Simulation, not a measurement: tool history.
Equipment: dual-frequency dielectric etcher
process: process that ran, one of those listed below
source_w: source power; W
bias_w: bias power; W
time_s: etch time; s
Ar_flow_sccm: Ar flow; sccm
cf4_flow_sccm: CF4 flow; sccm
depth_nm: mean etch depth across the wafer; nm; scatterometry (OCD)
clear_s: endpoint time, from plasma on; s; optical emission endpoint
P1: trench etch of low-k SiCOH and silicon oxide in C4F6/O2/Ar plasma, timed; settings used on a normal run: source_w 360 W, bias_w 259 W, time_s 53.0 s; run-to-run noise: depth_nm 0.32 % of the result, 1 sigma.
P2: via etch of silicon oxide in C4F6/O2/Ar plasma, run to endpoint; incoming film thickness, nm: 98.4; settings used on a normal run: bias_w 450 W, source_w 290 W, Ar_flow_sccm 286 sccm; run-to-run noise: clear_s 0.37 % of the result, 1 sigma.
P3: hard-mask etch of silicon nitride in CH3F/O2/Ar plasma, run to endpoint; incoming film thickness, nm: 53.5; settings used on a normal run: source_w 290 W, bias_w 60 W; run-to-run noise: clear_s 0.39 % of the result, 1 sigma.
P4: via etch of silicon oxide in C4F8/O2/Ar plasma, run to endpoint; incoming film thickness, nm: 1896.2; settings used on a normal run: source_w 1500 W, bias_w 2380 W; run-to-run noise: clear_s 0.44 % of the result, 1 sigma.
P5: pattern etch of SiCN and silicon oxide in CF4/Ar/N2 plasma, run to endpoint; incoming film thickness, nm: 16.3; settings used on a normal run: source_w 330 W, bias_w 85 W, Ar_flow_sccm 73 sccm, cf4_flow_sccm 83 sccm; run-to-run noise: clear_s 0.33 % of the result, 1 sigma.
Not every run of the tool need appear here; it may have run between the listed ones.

run	day	process	source_w	bias_w	time_s	Ar_flow_sccm	cf4_flow_sccm	depth_nm	clear_s
1	0.500	P1	360	259	53.0			187.75	
2	1.033	P5	330	85		73	83		22.288
3	1.483	P5	330	85		73	55		23.407
4	1.842	P2	290	450		381			26.319
5	2.138	P5	450	85		73	83		16.990
6	2.567	P3	180	60					110.500
7	2.975	P2	290	450		286			25.430
# day 3.508: bias power generator calibrated
8	3.517	P2	240	450		286			27.163
9	3.925	P1	360	259	53.0			188.53	
10	4.204	P5	330	85		56	83		21.538
11	4.492	P4	2070	2380					347.120
12	5.054	P1	360	259	53.0			188.45	
13	5.383	P2	290	450		286			25.289
14	5.771	P5	330	85		73	83		22.413
15	6.096	P1	360	181	53.0			167.75	
16	6.462	P1	290	259	53.0			172.81	
17	6.808	P1	360	209	70.5			232.33	
18	7.212	P1	360	259	67.5			238.67	
19	7.642	P3	290	60					91.505
20	8.129	P4	1500	2380					389.870
21	8.412	P4	1500	2380					394.190
22	8.804	P1	360	259	53.0			187.58	
23	9.188	P4	1500	3130					361.570
24	9.483	P3	290	43					102.170
25	9.808	P1	360	353	53.0			209.30	
26	10.233	P2	290	576		286			23.025
27	10.821	P1	490	259	53.0			211.54	
28	11.304	P5	330	106		73	83		20.599
29	11.667	P1	360	259	53.0			188.73	
30	12.188	P1	360	259	38.5			137.11	
31	12.771	P1	360	259	53.0			187.61	
32	13.350	P1	360	259	53.0			187.04	
33	13.792	P1	360	259	53.0			185.42	
# day 14.017: wet clean of the chamber
34	14.362	P1	360	259	53.0			185.01	
35	14.958	P1	360	259	53.0			184.67	
36	15.383	P1	360	259	53.0			184.81	
37	15.738	P1	360	259	53.0			184.21	

The output of P1 has drifted from where it used to be. Each of the 2 causes below, taken at the size shown beside it, accounts for the log equally well:
A: bias power that arrives under what is set, % = 4.65
B: source power that arrives under what is set, % = 4.17
The onset of the drift is placed at about day 12.771.
Why every other cause is out:
chamber walls in a state that lowers the etch rate, %: serviced at day 14.017, after the change had begun; the process did not return to its earlier output

The list below offers 4 check runs, each averaging the results of 2 wafers, and shows each result as a question mark. For which of them would the listed causes give clearly different results?
check 1	16.092	P5	330	85		73	83		?
check 2	16.092	P2	290	450		286			?
check 3	16.092	P3	290	60					?
check 4	16.092	P4	1500	2380					?

What each check would give under each cause:
check	result	if A	if B
check 1	clear_s	22.634	23.131
check 2	clear_s	25.797	25.744
check 3	clear_s	93.195	93.219
check 4	clear_s	398.760	399.710
Gap, in per cent, between the two causes that each check separates least, read from the result that separates them most: check 1 2.17 %; check 2 0.21 %; check 3 0.03 %; check 4 0.24 %
Check 1 tells the causes apart: in the others they would give nearly the same result.

With check 1 done, the readings were: clear_s 23.121 s. Identify which of the listed causes applies.

Of the candidate causes, it is B: source power that arrives under what is set, %.

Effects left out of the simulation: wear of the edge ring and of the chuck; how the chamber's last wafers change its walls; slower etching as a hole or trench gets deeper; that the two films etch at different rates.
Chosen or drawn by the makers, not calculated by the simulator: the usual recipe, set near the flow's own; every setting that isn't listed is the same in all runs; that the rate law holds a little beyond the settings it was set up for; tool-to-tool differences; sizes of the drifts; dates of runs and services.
